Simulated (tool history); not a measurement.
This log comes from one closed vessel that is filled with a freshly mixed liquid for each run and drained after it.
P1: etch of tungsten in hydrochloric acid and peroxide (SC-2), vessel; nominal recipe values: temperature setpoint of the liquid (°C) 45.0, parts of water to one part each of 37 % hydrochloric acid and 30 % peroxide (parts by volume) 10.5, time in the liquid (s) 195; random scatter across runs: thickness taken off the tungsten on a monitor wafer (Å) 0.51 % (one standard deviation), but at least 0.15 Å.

run   hour  temperature setpoint of the liquid (°C)  parts of water to one part each of 37 % hydrochloric acid and 30 % peroxide (parts by volume)  time in the liquid (s)  hours since the thermometer was replaced  hours since the chemicals flow meter was replaced  hours since the drum of peroxide was connected  thickness taken off the tungsten on a monitor wafer (Å)
  1    8.4                                     45.0                                                                                           10.5                     195                                     451.4                                              391.1                                           782.4                                                   485.32
  2   16.6                                     35.0                                                                                           10.5                     195                                     459.6                                              399.3                                           790.6                                                   241.75
  3   30.8                                     45.0                                                                                           10.5                     195                                     473.8                                              413.5                                           804.8                                                   490.97
      44.3  -- new drum of peroxide connected
  4   44.4                                     61.0                                                                                           10.5                     195                                     487.4                                              427.1                                             0.1                                                  1396.10
  5   55.1                                     45.0                                                                                           10.5                      70                                     498.1                                              437.8                                            10.8                                                   177.20
  6   64.5                                     55.5                                                                                           10.5                     310                                     507.5                                              447.2                                            20.2                                                  1568.30
  7   77.2                                     54.5                                                                                           14.0                     195                                     520.2                                              459.9                                            32.9                                                   720.21
  8   90.6                                     45.0                                                                                            4.0                     195                                     533.6                                              473.3                                            46.3                                                  1025.10
  9  101.9                                     45.0                                                                                           10.5                     295                                     544.9                                              484.6                                            57.6                                                   741.82
 10  117.0                                     45.0                                                                                           10.5                     195                                     560.0                                              499.7                                            72.7                                                   492.78
 11  129.3                                     45.0                                                                                           10.5                     195                                     572.3                                              512.0                                            85.0                                                   488.64
 12  137.2                                     45.0                                                                                           18.5                     195                                     580.2                                              519.9                                            92.9                                                   298.73
 13  147.5                                     45.0                                                                                           10.5                     195                                     590.5                                              530.2                                           103.2                                                   488.78
 14  160.0                                     45.0                                                                                           10.5                     195                                     603.0                                              542.7                                           115.7                                                   466.53
 15  168.5                                     45.0                                                                                           10.5                     195                                     611.5                                              551.2                                           124.2                                                   458.97
 16  175.5                                     45.0                                                                                           10.5                     195                                     618.5                                              558.2                                           131.2                                                   455.54
 17  184.0                                     45.0                                                                                           10.5                     195                                     627.0                                              566.7                                           139.7                                                   450.03
     189.5  -- new drum of peroxide connected
 18  198.3                                     45.0                                                                                           10.5                     195                                     641.3                                              581.0                                             8.8                                                   445.47
 19  213.3                                     45.0                                                                                           10.5                     195                                     656.3                                              596.0                                            23.8                                                   447.05
 20  223.3                                     45.0                                                                                           10.5                     195                                     666.3                                              606.0                                            33.8                                                   444.29

What P1 gives has crept away from where it was. These 2 causes fit the log equally well, each at the size given:
A: liquid colder than its thermometer reads (K) = 1.46
B: chemicals flow below the setpoint (%) = 11.2
At approximately hour 147.5, the process output began to creep.
The rest of the possible causes, and what rules out each one:
peroxide weaker than its label (%): serviced at hour 189.5, which brought nothing back

Of the 4 check runs below, each run on 5 wafers with the results averaged and each result still a question mark, which one would tell the listed causes apart?
check 1  233.3                                     35.0                                                                                           17.0                     195                                                                                                                                                                                                     ?
check 2  233.3                                     45.0                                                                                            4.0                     115                                                                                                                                                                                                     ?
check 3  233.3                                     37.0                                                                                           15.5                     195                                                                                                                                                                                                     ?
check 4  233.3                                     45.0                                                                                           13.5                      75                                                                                                                                                                                                     ?

If the cause were each of the candidates in turn, the checks would give the following:
  check                                                   result    if A    if B
check 1  thickness taken off the tungsten on a monitor wafer (Å)  142.58  142.68
check 2  thickness taken off the tungsten on a monitor wafer (Å)  545.34  556.41
check 3  thickness taken off the tungsten on a monitor wafer (Å)  179.34  179.39
check 4  thickness taken off the tungsten on a monitor wafer (Å)  137.67  137.21
Minimum pairwise separation of causes per check, each pair taken at its best-separating result: check 1 0.06 %; check 2 2.01 %; check 3 0.03 %; check 4 0.33 %
Only check 2 tells the causes apart: in the others they would give nearly the same result.

Here is what check 2 returned: thickness taken off the tungsten on a monitor wafer (Å) 545.61. Which cause is it?

It is A: liquid colder than its thermometer reads (K).

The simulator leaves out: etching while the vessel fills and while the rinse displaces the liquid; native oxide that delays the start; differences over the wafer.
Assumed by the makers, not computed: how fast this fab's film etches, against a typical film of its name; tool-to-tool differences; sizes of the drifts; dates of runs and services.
